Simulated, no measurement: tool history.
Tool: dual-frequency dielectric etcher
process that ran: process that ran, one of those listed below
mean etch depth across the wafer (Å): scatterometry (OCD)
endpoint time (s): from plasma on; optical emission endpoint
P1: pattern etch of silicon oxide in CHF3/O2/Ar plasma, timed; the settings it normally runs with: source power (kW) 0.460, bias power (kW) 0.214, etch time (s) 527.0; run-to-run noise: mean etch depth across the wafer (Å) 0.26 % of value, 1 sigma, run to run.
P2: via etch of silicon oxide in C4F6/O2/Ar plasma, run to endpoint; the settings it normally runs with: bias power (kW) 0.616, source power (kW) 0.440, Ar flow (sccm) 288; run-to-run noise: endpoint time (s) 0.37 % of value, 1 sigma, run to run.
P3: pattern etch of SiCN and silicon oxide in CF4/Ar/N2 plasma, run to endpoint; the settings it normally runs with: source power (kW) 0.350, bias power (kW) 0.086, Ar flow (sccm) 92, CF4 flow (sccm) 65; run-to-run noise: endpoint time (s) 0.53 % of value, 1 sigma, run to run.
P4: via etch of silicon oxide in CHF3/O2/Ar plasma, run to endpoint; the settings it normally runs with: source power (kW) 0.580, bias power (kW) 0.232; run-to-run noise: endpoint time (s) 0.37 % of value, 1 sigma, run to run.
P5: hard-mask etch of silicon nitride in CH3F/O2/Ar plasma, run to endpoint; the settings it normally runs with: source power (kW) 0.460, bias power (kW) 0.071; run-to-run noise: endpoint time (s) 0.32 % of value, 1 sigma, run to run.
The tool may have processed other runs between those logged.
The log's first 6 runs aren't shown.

run	hour	process that ran	source power (kW)	bias power (kW)	etch time (s)	Ar flow (sccm)	CF4 flow (sccm)	mean etch depth across the wafer (Å)	endpoint time (s)
7	83.0	P1	0.620	0.214	527.0			10989.0	
8	97.7	P2	0.440	0.616		288			21.4740
9	110.0	P1	0.340	0.214	767.5			12815.0	
10	121.7	P3	0.350	0.086		60	65		11.4090
11	134.9	P4	0.580	0.312					177.3300
12	148.4	P1	0.460	0.214	527.0			9858.3	
13	161.7	P3	0.350	0.066		92	65		13.3100
14	170.1	P3	0.440	0.086		92	65		9.9017
15	179.8	P1	0.460	0.214	527.0			9833.9	
16	189.3	P1	0.310	0.214	527.0			8486.0	
17	198.0	P3	0.350	0.086		92	42		12.7520
18	212.6	P1	0.460	0.214	324.0			6047.7	
19	227.1	P3	0.350	0.086		92	65		12.1450
20	239.2	P1	0.460	0.272	527.0			10710.0	
21	248.5	P1	0.460	0.131	527.0			8324.2	
22	264.1	P2	0.440	0.748		288			19.8950
23	275.1	P2	0.440	0.616		409			22.2490
24	290.3	P4	0.360	0.232					235.1500
25	304.9	P1	0.460	0.152	359.5			5985.2	
# hour 311.9: source power generator calibrated
26	320.9	P5	0.460	0.071					35.9480
27	335.0	P4	0.580	0.232					198.8900

Run 28, settings as shown, results not yet in. Your forecast:
28	349.9	P1	0.460	0.214	685.0			?	

{"run 28": {"mean etch depth across the wafer (Å)": 12786.0}}
